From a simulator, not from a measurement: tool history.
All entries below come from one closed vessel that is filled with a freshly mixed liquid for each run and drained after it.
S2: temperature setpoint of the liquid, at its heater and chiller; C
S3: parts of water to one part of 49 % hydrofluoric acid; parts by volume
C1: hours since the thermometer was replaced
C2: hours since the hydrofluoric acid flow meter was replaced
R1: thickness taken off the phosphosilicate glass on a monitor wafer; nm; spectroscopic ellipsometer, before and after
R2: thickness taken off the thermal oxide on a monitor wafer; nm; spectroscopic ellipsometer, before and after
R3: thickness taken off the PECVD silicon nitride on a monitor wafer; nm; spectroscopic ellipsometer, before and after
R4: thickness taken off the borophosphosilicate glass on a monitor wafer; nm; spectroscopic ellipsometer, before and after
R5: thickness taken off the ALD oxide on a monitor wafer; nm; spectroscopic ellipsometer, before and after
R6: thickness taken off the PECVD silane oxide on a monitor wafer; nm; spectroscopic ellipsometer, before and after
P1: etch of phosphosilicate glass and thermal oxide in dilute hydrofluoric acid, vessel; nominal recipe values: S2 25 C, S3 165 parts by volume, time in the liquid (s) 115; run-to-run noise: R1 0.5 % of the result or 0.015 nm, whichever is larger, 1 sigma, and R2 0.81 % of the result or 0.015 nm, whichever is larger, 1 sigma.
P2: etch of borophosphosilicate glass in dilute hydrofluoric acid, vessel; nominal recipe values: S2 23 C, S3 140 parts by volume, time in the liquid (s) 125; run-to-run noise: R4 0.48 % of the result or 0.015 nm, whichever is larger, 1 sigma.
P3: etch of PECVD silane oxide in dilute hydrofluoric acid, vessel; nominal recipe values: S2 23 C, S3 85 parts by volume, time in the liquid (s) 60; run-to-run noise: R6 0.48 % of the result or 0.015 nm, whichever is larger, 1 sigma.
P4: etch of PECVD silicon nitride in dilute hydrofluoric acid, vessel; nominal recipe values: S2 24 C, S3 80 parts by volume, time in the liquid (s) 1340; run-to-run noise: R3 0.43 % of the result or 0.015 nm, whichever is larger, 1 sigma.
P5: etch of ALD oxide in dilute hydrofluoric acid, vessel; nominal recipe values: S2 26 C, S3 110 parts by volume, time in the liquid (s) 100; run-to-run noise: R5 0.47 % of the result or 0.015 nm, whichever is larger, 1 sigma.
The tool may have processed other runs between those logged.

Run 1, hour 14.2: process that ran P1, S2 25 C, S3 165 parts by volume, time in the liquid (s) 115; C1 567.6; C2 1540.5. Result: R1 40.636 nm, R2 3.1618 nm.
Run 2, hour 30.6: process that ran P4, S2 24 C, S3 80 parts by volume, time in the liquid (s) 2005; C1 584; C2 1556.9. Result: R3 52.465 nm.
Run 3, hour 42.7: process that ran P4, S2 24 C, S3 80 parts by volume, time in the liquid (s) 1340; C1 596.1; C2 1569. Result: R3 34.644 nm.
Run 4, hour 50.9: process that ran P1, S2 25 C, S3 165 parts by volume, time in the liquid (s) 115; C1 604.3; C2 1577.2. Result: R1 40.552 nm, R2 3.2317 nm.
Run 5, hour 64.7: process that ran P4, S2 29.5 C, S3 80 parts by volume, time in the liquid (s) 1340; C1 618.1; C2 1591. Result: R3 50.16 nm.
Run 6, hour 77.7: process that ran P2, S2 23 C, S3 35 parts by volume, time in the liquid (s) 125; C1 631.1; C2 1604. Result: R4 113.6 nm.
Run 7, hour 90.7: process that ran P1, S2 20 C, S3 165 parts by volume, time in the liquid (s) 115; C1 644.1; C2 1617. Result: R1 33.608 nm, R2 2.6274 nm.
Run 8, hour 101.9: process that ran P1, S2 25 C, S3 165 parts by volume, time in the liquid (s) 115; C1 655.3; C2 1628.2. Result: R1 40.964 nm, R2 3.1706 nm.
Run 9, hour 114.1: process that ran P2, S2 23 C, S3 140 parts by volume, time in the liquid (s) 235; C1 667.5; C2 1640.4. Result: R4 47.401 nm.
Run 10, hour 130.1: process that ran P5, S2 20 C, S3 110 parts by volume, time in the liquid (s) 100; C1 683.5; C2 1656.4. Result: R5 11.063 nm.
Run 11, hour 145: process that ran P1, S2 25 C, S3 165 parts by volume, time in the liquid (s) 50; C1 698.4; C2 1671.3. Result: R1 17.634 nm, R2 1.3858 nm.
Run 12, hour 153: process that ran P2, S2 23 C, S3 140 parts by volume, time in the liquid (s) 125; C1 706.4; C2 1679.3. Result: R4 25.264 nm.
Run 13, hour 168.4: process that ran P3, S2 23 C, S3 20 parts by volume, time in the liquid (s) 60; C1 721.8; C2 1694.7. Result: R6 49.591 nm.
Run 14, hour 183.2: process that ran P1, S2 25 C, S3 165 parts by volume, time in the liquid (s) 115; C1 736.6; C2 1709.5. Result: R1 40.711 nm, R2 3.1945 nm.
Run 15, hour 195: process that ran P4, S2 24 C, S3 80 parts by volume, time in the liquid (s) 1340; C1 748.4; C2 1721.3. Result: R3 34.775 nm.
Run 16, hour 206.4: process that ran P2, S2 23 C, S3 140 parts by volume, time in the liquid (s) 125; C1 759.8; C2 1732.7. Result: R4 25.291 nm.
Run 17, hour 215.2: process that ran P1, S2 25 C, S3 165 parts by volume, time in the liquid (s) 115; C1 768.6; C2 1741.5. Result: R1 40.792 nm, R2 3.1951 nm.
Run 18, hour 223.3: process that ran P3, S2 23 C, S3 85 parts by volume, time in the liquid (s) 60; C1 776.7; C2 1749.6. Result: R6 10.645 nm.
Run 19, hour 233.9: process that ran P1, S2 25 C, S3 250 parts by volume, time in the liquid (s) 225; C1 787.3; C2 1760.2. Result: R1 47.922 nm, R2 3.7393 nm.
At hour 250: thermometer replaced.
Run 20, hour 250.1: process that ran P1, S2 25 C, S3 250 parts by volume, time in the liquid (s) 115; C1 0.2; C2 1776.4. Result: R1 24.465 nm, R2 1.901 nm.
Run 21, hour 265: process that ran P2, S2 18 C, S3 140 parts by volume, time in the liquid (s) 125; C1 15.1; C2 1791.3. Result: R4 20.573 nm.
Run 22, hour 278.9: process that ran P3, S2 19 C, S3 85 parts by volume, time in the liquid (s) 60; C1 29; C2 1805.2. Result: R6 9.1246 nm.
Run 23, hour 286.6: process that ran P5, S2 26 C, S3 60 parts by volume, time in the liquid (s) 100; C1 36.7; C2 1812.9. Result: R5 27.461 nm.
Run 24, hour 301.2: process that ran P1, S2 25 C, S3 165 parts by volume, time in the liquid (s) 115; C1 51.3; C2 1827.5. Result: R1 40.956 nm, R2 3.2085 nm.
Run 25, hour 316.7: process that ran P4, S2 24 C, S3 145 parts by volume, time in the liquid (s) 1340; C1 66.8; C2 1843. Result: R3 19.321 nm.
Run 26, hour 330.2: process that ran P5, S2 26 C, S3 110 parts by volume, time in the liquid (s) 100; C1 80.3; C2 1856.5. Result: R5 14.081 nm.
Run 27, hour 343.5: process that ran P1, S2 25 C, S3 165 parts by volume, time in the liquid (s) 215; C1 93.6; C2 1869.8. Result: R1 76.082 nm, R2 5.9565 nm.

Run 28 is up next; what results do you expect?
Run 28, hour 352.4: process that ran P5, S2 26 C, S3 110 parts by volume, time in the liquid (s) 190; C1 102.5; C2 1878.7. Result: R5 ?.

For run 28 the tool returned R5 26.676 nm.

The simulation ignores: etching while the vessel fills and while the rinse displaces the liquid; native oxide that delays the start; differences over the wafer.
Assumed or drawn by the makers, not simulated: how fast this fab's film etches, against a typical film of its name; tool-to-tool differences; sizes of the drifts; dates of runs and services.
